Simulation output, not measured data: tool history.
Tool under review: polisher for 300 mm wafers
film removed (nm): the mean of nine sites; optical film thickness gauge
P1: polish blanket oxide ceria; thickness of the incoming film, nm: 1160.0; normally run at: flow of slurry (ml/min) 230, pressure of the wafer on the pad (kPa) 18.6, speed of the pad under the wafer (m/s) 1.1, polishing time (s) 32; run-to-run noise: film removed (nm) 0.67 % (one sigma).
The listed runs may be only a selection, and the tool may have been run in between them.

| run | hour | flow of slurry (ml/min) | pressure of the wafer on the pad (kPa) | speed of the pad under the wafer (m/s) | polishing time (s) | wafers polished on this pad | hours since the slurry nozzle was cleaned | hours since the head pressure was calibrated | film removed (nm) |
|---|---|---|---|---|---|---|---|---|---|
| 1 | 13 | 230 | 18.6 | 1.1 | 32 | 983 | 94.3 | 72.7 | 163.5 |
| 2 | 20 | 230 | 18.6 | 1.68 | 32 | 1078 | 101.3 | 79.7 | 249.82 |
| 3 | 26.8 | 230 | 9.7 | 1.1 | 32 | 1170 | 108.1 | 86.5 | 85.064 |
| 4 | 40.4 | 140 | 18.6 | 1.68 | 32 | 1354 | 121.7 | 100.1 | 232.11 |
| 5 | 50.4 | 230 | 18.6 | 0.5 | 32 | 1490 | 131.7 | 110.1 | 74.145 |
| 6 | 63.4 | 230 | 18.6 | 1.1 | 32 | 1666 | 144.7 | 123.1 | 162.64 |
| 7 | 73.8 | 330 | 18.6 | 1.1 | 32 | 1807 | 155.1 | 133.5 | 170.44 |
| 8 | 83.8 | 165 | 24.8 | 1.1 | 32 | 1943 | 165.1 | 143.5 | 206.84 |
| 9 | 96.8 | 230 | 28.3 | 1.1 | 32 | 2119 | 178.1 | 156.5 | 245.78 |
| 10 | 106.4 | 140 | 18.6 | 1.1 | 32 | 2250 | 187.7 | 166.1 | 151.2 |
| 11 | 114.5 | 165 | 18.6 | 1.56 | 32 | 2360 | 195.8 | 174.2 | 221.2 |
|  | 124.1 | slurry nozzle cleaned |
| 12 | 127 | 230 | 18.6 | 1.1 | 32 | 2529 | 2.9 | 186.7 | 164.31 |
| 13 | 138.2 | 230 | 18.6 | 1.1 | 32 | 2681 | 14.1 | 197.9 | 162.76 |
| 14 | 150.6 | 230 | 18.6 | 1.1 | 17 | 2849 | 26.5 | 210.3 | 87.122 |
|  | 151.1 | worn pad replaced by a new one |
| 15 | 162.1 | 230 | 18.6 | 1.1 | 32 | 149 | 38 | 221.8 | 163.58 |
| 16 | 172.5 | 230 | 18.6 | 1.1 | 49 | 290 | 48.4 | 232.2 | 249.69 |
| 17 | 182.2 | 230 | 18.6 | 1.1 | 32 | 422 | 58.1 | 241.9 | 162.37 |
| 18 | 194.6 | 230 | 18.6 | 1.1 | 32 | 590 | 70.5 | 254.3 | 162.18 |
| 19 | 202.7 | 230 | 18.6 | 1.1 | 32 | 700 | 78.6 | 262.4 | 161.51 |
| 20 | 214.3 | 230 | 18.6 | 1.1 | 32 | 857 | 90.2 | 274 | 159.26 |
| 21 | 227.8 | 230 | 18.6 | 1.1 | 32 | 1041 | 103.7 | 287.5 | 158.57 |
| 22 | 234.9 | 230 | 18.6 | 1.1 | 32 | 1137 | 110.8 | 294.6 | 156.67 |
| 23 | 246.7 | 230 | 18.6 | 1.1 | 32 | 1297 | 122.6 | 306.4 | 154.06 |
| 24 | 260.1 | 230 | 18.6 | 1.1 | 32 | 1479 | 136 | 319.8 | 154.53 |

Forecast run 25:
|  | 262.1 | worn pad replaced by a new one |
| 25 | 271.6 | 230 | 18.6 | 1.1 | 32 | 129 | 147.5 | 331.3 | ? |

film removed (nm): 153.06
